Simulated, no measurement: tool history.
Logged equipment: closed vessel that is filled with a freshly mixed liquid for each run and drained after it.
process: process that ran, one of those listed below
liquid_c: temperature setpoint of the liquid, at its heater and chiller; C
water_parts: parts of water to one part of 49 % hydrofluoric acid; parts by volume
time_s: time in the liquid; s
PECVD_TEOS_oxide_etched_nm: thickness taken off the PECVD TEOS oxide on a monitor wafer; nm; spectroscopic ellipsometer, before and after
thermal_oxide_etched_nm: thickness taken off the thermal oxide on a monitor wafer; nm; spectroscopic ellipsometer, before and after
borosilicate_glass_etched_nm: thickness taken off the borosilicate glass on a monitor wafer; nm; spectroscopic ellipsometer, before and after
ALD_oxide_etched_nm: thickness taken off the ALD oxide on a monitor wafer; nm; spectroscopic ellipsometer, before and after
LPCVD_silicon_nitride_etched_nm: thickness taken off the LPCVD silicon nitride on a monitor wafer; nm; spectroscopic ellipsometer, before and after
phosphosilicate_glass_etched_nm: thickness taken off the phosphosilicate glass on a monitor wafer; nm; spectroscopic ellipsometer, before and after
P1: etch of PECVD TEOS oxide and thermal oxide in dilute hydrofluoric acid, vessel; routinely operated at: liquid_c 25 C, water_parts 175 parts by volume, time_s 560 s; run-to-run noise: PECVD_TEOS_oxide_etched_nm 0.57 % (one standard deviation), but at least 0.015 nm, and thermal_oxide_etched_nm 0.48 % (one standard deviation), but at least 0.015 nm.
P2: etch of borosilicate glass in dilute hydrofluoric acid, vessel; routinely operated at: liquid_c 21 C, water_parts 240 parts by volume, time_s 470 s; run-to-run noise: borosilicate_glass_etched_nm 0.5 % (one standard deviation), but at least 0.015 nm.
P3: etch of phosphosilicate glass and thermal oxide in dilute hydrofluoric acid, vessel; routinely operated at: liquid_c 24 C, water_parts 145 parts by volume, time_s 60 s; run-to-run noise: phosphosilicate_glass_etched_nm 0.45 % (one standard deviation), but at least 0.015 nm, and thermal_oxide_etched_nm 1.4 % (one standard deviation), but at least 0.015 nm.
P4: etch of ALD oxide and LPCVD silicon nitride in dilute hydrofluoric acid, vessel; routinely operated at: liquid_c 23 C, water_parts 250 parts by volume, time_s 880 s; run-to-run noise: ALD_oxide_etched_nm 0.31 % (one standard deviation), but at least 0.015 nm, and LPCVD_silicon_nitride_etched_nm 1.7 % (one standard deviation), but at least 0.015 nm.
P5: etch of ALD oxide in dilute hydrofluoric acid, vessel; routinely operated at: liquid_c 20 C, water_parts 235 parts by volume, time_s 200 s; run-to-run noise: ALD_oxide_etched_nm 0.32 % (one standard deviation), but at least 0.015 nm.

| run | hour | process | liquid_c | water_parts | time_s | PECVD_TEOS_oxide_etched_nm | thermal_oxide_etched_nm | borosilicate_glass_etched_nm | ALD_oxide_etched_nm | LPCVD_silicon_nitride_etched_nm | phosphosilicate_glass_etched_nm |
|---|---|---|---|---|---|---|---|---|---|---|---|
| 1 | 6.2 | P1 | 25 | 175 | 560 | 44.396 | 13.223 |  |  |  |  |
| 2 | 9.1 | P1 | 20 | 305 | 560 | 18.763 | 5.5601 |  |  |  |  |
| 3 | 14.5 | P2 | 21 | 240 | 470 |  |  | 36.651 |  |  |  |
| 4 | 20.2 | P4 | 23 | 250 | 880 |  |  |  | 29.58 | 1.5193 |  |
| 5 | 25.2 | P2 | 21 | 240 | 250 |  |  | 19.412 |  |  |  |
| 6 | 31.6 | P4 | 23 | 250 | 880 |  |  |  | 29.494 | 1.5075 |  |
| 7 | 35.6 | P3 | 24 | 145 | 60 |  | 1.9184 |  |  |  | 33.11 |
| 8 | 39.5 | P3 | 30.5 | 145 | 60 |  | 2.4084 |  |  |  | 42.294 |
| 9 | 42.6 | P5 | 20 | 235 | 200 |  |  |  | 6.0684 |  |  |
| 10 | 46.2 | P5 | 20 | 235 | 200 |  |  |  | 6.052 |  |  |
| 11 | 52.1 | P5 | 20 | 235 | 70 |  |  |  | 2.0909 |  |  |
| 12 | 55.8 | P1 | 25 | 270 | 910 | 42.059 | 12.735 |  |  |  |  |
| 13 | 60.3 | P1 | 17.5 | 175 | 560 | 33.51 | 9.9408 |  |  |  |  |
| 14 | 64.1 | P3 | 24 | 145 | 100 |  | 3.145 |  |  |  | 55.201 |
| 15 | 67 | P1 | 25 | 175 | 560 | 44.543 | 13.312 |  |  |  |  |
| 16 | 71.7 | P1 | 25 | 175 | 115 | 9.2162 | 2.722 |  |  |  |  |
| 17 | 74.7 | P3 | 24 | 145 | 60 |  | 1.8878 |  |  |  | 33.304 |
| 18 | 79.1 | P3 | 24 | 260 | 60 |  | 0.91157 |  |  |  | 16.365 |
| 19 | 85 | P1 | 25 | 255 | 295 | 14.71 | 4.4214 |  |  |  |  |
| 20 | 90.3 | P1 | 25 | 175 | 560 | 44.415 | 13.446 |  |  |  |  |
| 21 | 95.8 | P4 | 18.5 | 250 | 880 |  |  |  | 25.111 | 1.1072 |  |
| 22 | 101.1 | P1 | 25 | 175 | 560 | 45.108 | 13.436 |  |  |  |  |
| 23 | 104 | P1 | 25 | 175 | 1010 | 80.645 | 23.994 |  |  |  |  |
| 24 | 109.7 | P4 | 23 | 250 | 1395 |  |  |  | 46.644 | 2.4593 |  |
| 25 | 113.7 | P1 | 25 | 280 | 560 | 25.062 | 7.4393 |  |  |  |  |
| 26 | 118.9 | P5 | 20 | 430 | 200 |  |  |  | 2.7707 |  |  |
| 27 | 123.2 | P1 | 32.5 | 175 | 560 | 58.489 | 17.327 |  |  |  |  |
| 28 | 127.6 | P4 | 23 | 405 | 880 |  |  |  | 15.834 | 0.95359 |  |
| 29 | 132.1 | P2 | 21 | 90 | 470 |  |  | 113.48 |  |  |  |
| 30 | 137.6 | P1 | 25 | 175 | 560 | 44.357 | 13.434 |  |  |  |  |
| 31 | 143.8 | P1 | 25 | 75 | 560 | 118.48 | 34.995 |  |  |  |  |
| 32 | 149 | P5 | 17 | 235 | 200 |  |  |  | 5.3721 |  |  |
| 33 | 152 | P2 | 26 | 240 | 470 |  |  | 43.72 |  |  |  |
| 34 | 158.3 | P1 | 25 | 175 | 560 | 44.934 | 13.289 |  |  |  |  |
| 35 | 163.3 | P1 | 25 | 175 | 560 | 45.417 | 13.694 |  |  |  |  |
| 36 | 168.1 | P1 | 25 | 175 | 560 | 46.189 | 13.866 |  |  |  |  |
| 37 | 172.5 | P1 | 25 | 175 | 560 | 47.176 | 13.89 |  |  |  |  |
| 38 | 175.6 | P1 | 25 | 175 | 560 | 47.074 | 14.029 |  |  |  |  |
| 39 | 181.4 | P1 | 25 | 175 | 560 | 47.254 | 14.107 |  |  |  |  |
| 40 | 186.9 | P1 | 25 | 175 | 560 | 47.565 | 14.048 |  |  |  |  |
| 41 | 190.1 | P1 | 25 | 175 | 560 | 47.776 | 14.18 |  |  |  |  |
| 42 | 196 | P1 | 25 | 175 | 560 | 47.238 | 14.05 |  |  |  |  |
| 43 | 199.1 | P1 | 25 | 175 | 560 | 47.504 | 14.265 |  |  |  |  |

Compared with where it was, what P1 gives has crept away. Each cause listed below fits the log as well as the rest, at the size given for it:
A: liquid hotter than its thermometer reads (K) = 1.68
B: hydrofluoric acid flow above the setpoint (%) = 5.29
Onset of the creep was near hour 158.3.

Each of the check runs listed below is run on 5 wafers and reports their average, with the results left as question marks. Pick the one under which the possible causes would lead to clearly different results.
| check 1 | 202.2 | P3 | 24 | 250 | 95 |  | ? |  |  |  | ? |
| check 2 | 202.2 | P2 | 26 | 170 | 470 |  |  | ? |  |  |  |
| check 3 | 202.2 | P4 | 23 | 360 | 880 |  |  |  | ? | ? |  |
| check 4 | 202.2 | P5 | 17 | 310 | 200 |  |  |  | ? |  |  |

If the cause were each of the candidates in turn, the checks would give the following:
| check | result | if A | if B |
|---|---|---|---|
| check 1 | thermal_oxide_etched_nm | 1.6511 | 1.6592 |
| check 1 | phosphosilicate_glass_etched_nm | 28.852 | 28.993 |
| check 2 | borosilicate_glass_etched_nm | 71.113 | 71.119 |
| check 3 | ALD_oxide_etched_nm | 19.568 | 19.796 |
| check 3 | LPCVD_silicon_nitride_etched_nm | 1.1787 | 1.1212 |
| check 4 | ALD_oxide_etched_nm | 4.0774 | 4.0851 |
Per check, the gap between the least separated pair of causes, taken in the result that splits them most: check 1 0.49 %; check 2 0.01 %; check 3 5 %; check 4 0.19 %
Check 3 tells the causes apart: in the others they would give nearly the same result.

The results of check 3 are: ALD_oxide_etched_nm 19.835 nm; LPCVD_silicon_nitride_etched_nm 1.1074 nm. Based on these, which of the listed causes is it?

Of the candidate causes, it is B: hydrofluoric acid flow above the setpoint (%).

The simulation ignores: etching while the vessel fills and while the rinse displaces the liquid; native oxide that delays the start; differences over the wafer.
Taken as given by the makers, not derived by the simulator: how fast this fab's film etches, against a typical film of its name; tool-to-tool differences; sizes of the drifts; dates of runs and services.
